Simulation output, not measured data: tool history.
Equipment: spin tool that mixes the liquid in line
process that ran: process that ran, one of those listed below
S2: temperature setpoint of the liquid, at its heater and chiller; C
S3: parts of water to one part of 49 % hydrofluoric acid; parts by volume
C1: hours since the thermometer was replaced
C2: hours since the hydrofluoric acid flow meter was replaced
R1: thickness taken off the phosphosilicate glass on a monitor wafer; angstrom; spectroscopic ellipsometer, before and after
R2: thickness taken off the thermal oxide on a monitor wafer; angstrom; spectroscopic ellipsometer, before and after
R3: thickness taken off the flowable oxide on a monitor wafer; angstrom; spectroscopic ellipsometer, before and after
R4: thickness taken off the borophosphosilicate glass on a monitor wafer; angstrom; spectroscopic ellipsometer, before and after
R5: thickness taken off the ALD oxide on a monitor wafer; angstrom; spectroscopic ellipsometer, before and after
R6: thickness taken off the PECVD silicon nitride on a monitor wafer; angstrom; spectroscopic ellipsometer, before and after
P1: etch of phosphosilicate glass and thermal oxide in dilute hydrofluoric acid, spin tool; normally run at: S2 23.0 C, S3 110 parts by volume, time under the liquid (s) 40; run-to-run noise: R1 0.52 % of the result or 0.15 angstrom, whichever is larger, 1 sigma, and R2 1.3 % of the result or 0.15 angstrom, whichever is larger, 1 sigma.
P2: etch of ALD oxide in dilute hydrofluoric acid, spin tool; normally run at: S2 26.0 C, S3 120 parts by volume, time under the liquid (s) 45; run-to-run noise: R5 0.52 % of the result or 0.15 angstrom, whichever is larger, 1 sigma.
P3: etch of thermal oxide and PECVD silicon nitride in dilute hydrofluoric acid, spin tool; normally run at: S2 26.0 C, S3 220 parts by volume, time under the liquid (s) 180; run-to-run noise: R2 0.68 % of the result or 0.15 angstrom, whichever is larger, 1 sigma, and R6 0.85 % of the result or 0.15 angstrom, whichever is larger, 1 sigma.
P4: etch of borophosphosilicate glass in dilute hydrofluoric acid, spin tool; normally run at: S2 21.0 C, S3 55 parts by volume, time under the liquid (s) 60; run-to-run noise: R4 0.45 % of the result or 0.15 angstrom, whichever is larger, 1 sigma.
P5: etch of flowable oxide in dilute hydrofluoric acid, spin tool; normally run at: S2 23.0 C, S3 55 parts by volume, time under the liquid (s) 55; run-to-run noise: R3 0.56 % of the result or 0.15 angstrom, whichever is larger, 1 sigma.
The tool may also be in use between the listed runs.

run 1 hour=7.7 | process_that_ran=P1 S2=23.0 S3=110 time_under_the_liquid_(s)=40 | C1=847.1 C2=1262.8 | R1=230.260 R2=15.9920
run 2 hour=15.1 | process_that_ran=P1 S2=30.5 S3=110 time_under_the_liquid_(s)=40 | C1=854.5 C2=1270.2 | R1=305.990 R2=21.9850
run 3 hour=20.4 | process_that_ran=P5 S2=27.5 S3=55 time_under_the_liquid_(s)=55 | C1=859.8 C2=1275.5 | R3=410.00
run 4 hour=30.0 | process_that_ran=P1 S2=26.5 S3=110 time_under_the_liquid_(s)=70 | C1=869.4 C2=1285.1 | R1=464.750 R2=32.8520
run 5 hour=40.3 | process_that_ran=P4 S2=21.0 S3=55 time_under_the_liquid_(s)=60 | C1=879.7 C2=1295.4 | R4=442.55
run 6 hour=47.8 | process_that_ran=P1 S2=23.0 S3=110 time_under_the_liquid_(s)=40 | C1=887.2 C2=1302.9 | R1=229.510 R2=16.1640
run 7 hour=55.8 | process_that_ran=P5 S2=23.0 S3=55 time_under_the_liquid_(s)=55 | C1=895.2 C2=1310.9 | R3=343.36
run 8 hour=64.5 | process_that_ran=P5 S2=23.0 S3=90 time_under_the_liquid_(s)=55 | C1=903.9 C2=1319.6 | R3=199.47
run 9 hour=72.0 | process_that_ran=P2 S2=34.0 S3=120 time_under_the_liquid_(s)=45 | C1=911.4 C2=1327.1 | R5=150.410
run 10 hour=77.8 | process_that_ran=P2 S2=26.0 S3=120 time_under_the_liquid_(s)=15 | C1=917.2 C2=1332.9 | R5=36.935
run 11 hour=87.9 | process_that_ran=P1 S2=23.0 S3=200 time_under_the_liquid_(s)=40 | C1=927.3 C2=1343.0 | R1=114.190 R2=8.3289
run 12 hour=96.9 | process_that_ran=P2 S2=26.0 S3=120 time_under_the_liquid_(s)=45 | C1=936.3 C2=1352.0 | R5=111.220
run 13 hour=103.4 | process_that_ran=P4 S2=21.0 S3=55 time_under_the_liquid_(s)=60 | C1=942.8 C2=1358.5 | R4=437.17
run 14 hour=110.4 | process_that_ran=P3 S2=26.0 S3=305 time_under_the_liquid_(s)=180 | C1=949.8 C2=1365.5 | R2=24.0440 R6=19.658
run 15 hour=118.1 | process_that_ran=P1 S2=23.0 S3=110 time_under_the_liquid_(s)=40 | C1=957.5 C2=1373.2 | R1=230.480 R2=16.3140
run 16 hour=124.1 | process_that_ran=P5 S2=23.0 S3=55 time_under_the_liquid_(s)=100 | C1=963.5 C2=1379.2 | R3=619.19
run 17 hour=130.0 | process_that_ran=P1 S2=23.0 S3=110 time_under_the_liquid_(s)=40 | C1=969.4 C2=1385.1 | R1=231.230 R2=16.1730
run 18 hour=138.7 | process_that_ran=P1 S2=23.0 S3=110 time_under_the_liquid_(s)=15 | C1=978.1 C2=1393.8 | R1=85.643 R2=6.3955
run 19 hour=149.5 | process_that_ran=P4 S2=21.0 S3=55 time_under_the_liquid_(s)=15 | C1=988.9 C2=1404.6 | R4=109.97
run 20 hour=155.0 | process_that_ran=P3 S2=26.0 S3=220 time_under_the_liquid_(s)=340 | C1=994.4 C2=1410.1 | R2=68.9230 R6=50.913
run 21 hour=161.8 | process_that_ran=P1 S2=23.0 S3=110 time_under_the_liquid_(s)=40 | C1=1001.2 C2=1416.9 | R1=228.270 R2=16.2460
run 22 hour=169.1 | process_that_ran=P2 S2=26.0 S3=65 time_under_the_liquid_(s)=45 | C1=1008.5 C2=1424.2 | R5=220.110
run 23 hour=177.4 | process_that_ran=P4 S2=21.0 S3=100 time_under_the_liquid_(s)=60 | C1=1016.8 C2=1432.5 | R4=230.12
run 24 hour=184.0 | process_that_ran=P1 S2=23.0 S3=110 time_under_the_liquid_(s)=40 | C1=1023.4 C2=1439.1 | R1=230.520 R2=16.7230
run 25 hour=190.9 | process_that_ran=P1 S2=23.0 S3=55 time_under_the_liquid_(s)=40 | C1=1030.3 C2=1446.0 | R1=491.270 R2=34.9300
run 26 hour=196.1 | process_that_ran=P1 S2=23.0 S3=110 time_under_the_liquid_(s)=40 | C1=1035.5 C2=1451.2 | R1=229.830 R2=16.1040
run 27 hour=202.2 | process_that_ran=P4 S2=27.0 S3=55 time_under_the_liquid_(s)=60 | C1=1041.6 C2=1457.3 | R4=564.65
run 28 hour=209.8 | process_that_ran=P1 S2=17.5 S3=110 time_under_the_liquid_(s)=15 | C1=1049.2 C2=1464.9 | R1=68.449 R2=5.1633
run 29 hour=215.3 | process_that_ran=P1 S2=17.0 S3=110 time_under_the_liquid_(s)=40 | C1=1054.7 C2=1470.4 | R1=179.970 R2=13.0390
run 30 hour=222.5 | process_that_ran=P3 S2=31.5 S3=220 time_under_the_liquid_(s)=180 | C1=1061.9 C2=1477.6 | R2=44.5720 R6=37.722
-- hour=227.2 thermometer replaced
run 31 hour=232.9 | process_that_ran=P3 S2=26.0 S3=220 time_under_the_liquid_(s)=180 | C1=5.8 C2=1488.0 | R2=36.8210 R6=27.427
run 32 hour=241.4 | process_that_ran=P1 S2=23.0 S3=110 time_under_the_liquid_(s)=70 | C1=14.3 C2=1496.5 | R1=397.850 R2=28.2590
run 33 hour=249.5 | process_that_ran=P3 S2=26.0 S3=220 time_under_the_liquid_(s)=180 | C1=22.4 C2=1504.6 | R2=36.5720 R6=27.207
run 34 hour=255.0 | process_that_ran=P1 S2=23.0 S3=110 time_under_the_liquid_(s)=40 | C1=27.9 C2=1510.1 | R1=228.240 R2=16.6660
run 35 hour=265.9 | process_that_ran=P1 S2=23.0 S3=110 time_under_the_liquid_(s)=40 | C1=38.8 C2=1521.0 | R1=220.540 R2=15.1160
run 36 hour=272.1 | process_that_ran=P1 S2=23.0 S3=110 time_under_the_liquid_(s)=40 | C1=45.0 C2=1527.2 | R1=215.680 R2=15.4200
run 37 hour=281.6 | process_that_ran=P1 S2=23.0 S3=110 time_under_the_liquid_(s)=40 | C1=54.5 C2=1536.7 | R1=214.370 R2=15.3240
run 38 hour=286.9 | process_that_ran=P1 S2=23.0 S3=110 time_under_the_liquid_(s)=40 | C1=59.8 C2=1542.0 | R1=212.120 R2=14.7010
run 39 hour=297.1 | process_that_ran=P1 S2=23.0 S3=110 time_under_the_liquid_(s)=40 | C1=70.0 C2=1552.2 | R1=211.400 R2=15.1280
run 40 hour=305.5 | process_that_ran=P1 S2=23.0 S3=110 time_under_the_liquid_(s)=40 | C1=78.4 C2=1560.6 | R1=211.550 R2=15.1480
run 41 hour=316.9 | process_that_ran=P1 S2=23.0 S3=110 time_under_the_liquid_(s)=40 | C1=89.8 C2=1572.0 | R1=211.240 R2=14.8850
run 42 hour=322.5 | process_that_ran=P1 S2=23.0 S3=110 time_under_the_liquid_(s)=40 | C1=95.4 C2=1577.6 | R1=210.810 R2=15.0860

P1 no longer gives what it gave before; its output has crept away from where it was. The following 2 causes, each at its listed size, fit the log equally well:
A: hydrofluoric acid flow below the setpoint (%) = 7.47
B: liquid colder than its thermometer reads (K) = 2.2
The drift started at roughly hour 255.0.

The list below offers 4 check runs, each averaging the results of 2 wafers, and shows each result as a question mark. For which of them would the listed causes give clearly different results?
run check 1 hour=328.1 | process_that_ran=P5 S2=27.0 S3=55 time_under_the_liquid_(s)=90 | R3=?
run check 2 hour=328.1 | process_that_ran=P2 S2=26.0 S3=75 time_under_the_liquid_(s)=45 | R5=?
run check 3 hour=328.1 | process_that_ran=P4 S2=21.0 S3=90 time_under_the_liquid_(s)=60 | R4=?
run check 4 hour=328.1 | process_that_ran=P3 S2=29.0 S3=220 time_under_the_liquid_(s)=180 | R2=? R6=?

Predicted outcomes, by check and by cause:
check=check_1 result=R3 if_A=603.82 if_B=600.87
check=check_2 result=R5 if_A=172.830 if_B=172.410
check=check_3 result=R4 if_A=236.99 if_B=235.82
check=check_4 result=R2 if_A=36.7120 if_B=37.5100
check=check_4 result=R6 if_A=30.065 if_B=28.482
How far apart the two closest causes lie, in the result that separates them most: check 1 0.49 %; check 2 0.25 %; check 3 0.5 %; check 4 5.41 %
The other checks would show nearly matching results whichever cause is true, so check 4 is the only one that separates the causes.

Running check 4 produced the following: R2 37.5190 angstrom; R6 28.183 angstrom. Which one of the listed causes fits?

B is the cause: liquid colder than its thermometer reads (K).

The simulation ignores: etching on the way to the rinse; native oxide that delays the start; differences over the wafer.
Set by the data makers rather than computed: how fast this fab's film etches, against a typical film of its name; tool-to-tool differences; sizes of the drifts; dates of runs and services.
